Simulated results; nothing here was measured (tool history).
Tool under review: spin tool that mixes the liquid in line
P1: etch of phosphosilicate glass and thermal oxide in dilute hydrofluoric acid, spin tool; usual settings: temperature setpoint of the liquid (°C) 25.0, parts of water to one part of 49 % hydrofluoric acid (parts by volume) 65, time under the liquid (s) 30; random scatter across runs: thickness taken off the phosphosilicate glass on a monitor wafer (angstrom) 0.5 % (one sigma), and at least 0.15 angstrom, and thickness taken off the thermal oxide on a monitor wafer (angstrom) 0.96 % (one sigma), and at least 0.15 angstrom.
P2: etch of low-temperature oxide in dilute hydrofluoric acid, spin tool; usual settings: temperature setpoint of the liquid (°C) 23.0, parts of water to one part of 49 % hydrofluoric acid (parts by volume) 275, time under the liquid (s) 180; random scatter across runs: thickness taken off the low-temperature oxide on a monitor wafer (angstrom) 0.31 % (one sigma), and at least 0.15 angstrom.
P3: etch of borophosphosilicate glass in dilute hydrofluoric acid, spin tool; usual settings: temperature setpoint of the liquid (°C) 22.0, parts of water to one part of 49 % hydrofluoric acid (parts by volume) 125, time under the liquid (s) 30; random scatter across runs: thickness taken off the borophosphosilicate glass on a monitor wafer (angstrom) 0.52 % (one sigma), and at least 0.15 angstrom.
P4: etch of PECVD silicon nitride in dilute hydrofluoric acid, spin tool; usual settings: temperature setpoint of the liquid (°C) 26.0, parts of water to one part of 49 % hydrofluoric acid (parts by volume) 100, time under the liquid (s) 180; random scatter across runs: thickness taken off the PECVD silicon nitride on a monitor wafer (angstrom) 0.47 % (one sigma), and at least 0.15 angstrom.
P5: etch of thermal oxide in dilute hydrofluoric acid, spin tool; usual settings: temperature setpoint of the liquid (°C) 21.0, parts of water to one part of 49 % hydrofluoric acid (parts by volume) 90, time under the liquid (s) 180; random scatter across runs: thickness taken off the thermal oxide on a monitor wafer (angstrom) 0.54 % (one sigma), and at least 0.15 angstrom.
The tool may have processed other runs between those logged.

run,hour,process that ran,temperature setpoint of the liquid (°C),parts of water to one part of 49 % hydrofluoric acid (parts by volume),time under the liquid (s),thickness taken off the phosphosilicate glass on a monitor wafer (angstrom),thickness taken off the thermal oxide on a monitor wafer (angstrom),thickness taken off the borophosphosilicate glass on a monitor wafer (angstrom),thickness taken off the PECVD silicon nitride on a monitor wafer (angstrom),thickness taken off the low-temperature oxide on a monitor wafer (angstrom)
1,10.8,P1,25.0,65,30,907.21,22.5300,,,
2,20.8,P3,22.0,125,15,,,33.448,,
3,28.7,P4,26.0,25,180,,,,318.2700,
4,34.8,P1,25.0,115,30,474.12,11.5680,,,
5,45.3,P1,25.0,65,15,448.29,11.1480,,,
6,56.8,P1,25.0,65,30,897.15,22.0290,,,
7,64.4,P4,26.0,100,180,,,,81.1690,
8,75.8,P1,25.0,65,60,1797.90,44.6100,,,
9,87.4,P3,22.0,70,30,,,128.240,,
10,95.2,P1,33.0,65,30,1229.30,30.8130,,,
11,106.7,P2,23.0,275,320,,,,,128.610
12,116.4,P1,25.0,110,45,755.11,18.5410,,,
13,127.3,P5,21.0,140,180,,49.0260,,,
14,136.0,P1,25.0,20,30,3100.70,76.6340,,,
15,145.7,P3,22.0,125,30,,,66.445,,
# hour 154.9: thermometer replaced
16,156.5,P4,32.5,100,180,,,,122.9700,
17,168.1,P1,21.0,65,30,762.54,18.5680,,,
18,178.5,P3,17.0,125,30,,,54.139,,
19,184.7,P3,22.0,125,30,,,67.416,,
20,194.3,P1,25.0,65,30,893.43,22.3540,,,
21,203.2,P2,17.0,275,180,,,,,58.143
22,208.8,P5,21.0,90,180,,81.5530,,,
23,217.3,P1,17.5,105,30,390.27,9.8747,,,
24,224.3,P2,23.0,275,180,,,,,72.671
25,229.7,P1,25.0,65,30,892.87,22.1540,,,
26,241.0,P1,25.0,65,30,905.23,22.5050,,,
27,247.7,P2,23.0,60,180,,,,,421.500

What will run 28 give?
28,254.2,P4,26.0,100,15,,,,?,

{"run 28": {"thickness taken off the PECVD silicon nitride on a monitor wafer (angstrom)": 6.7808}}
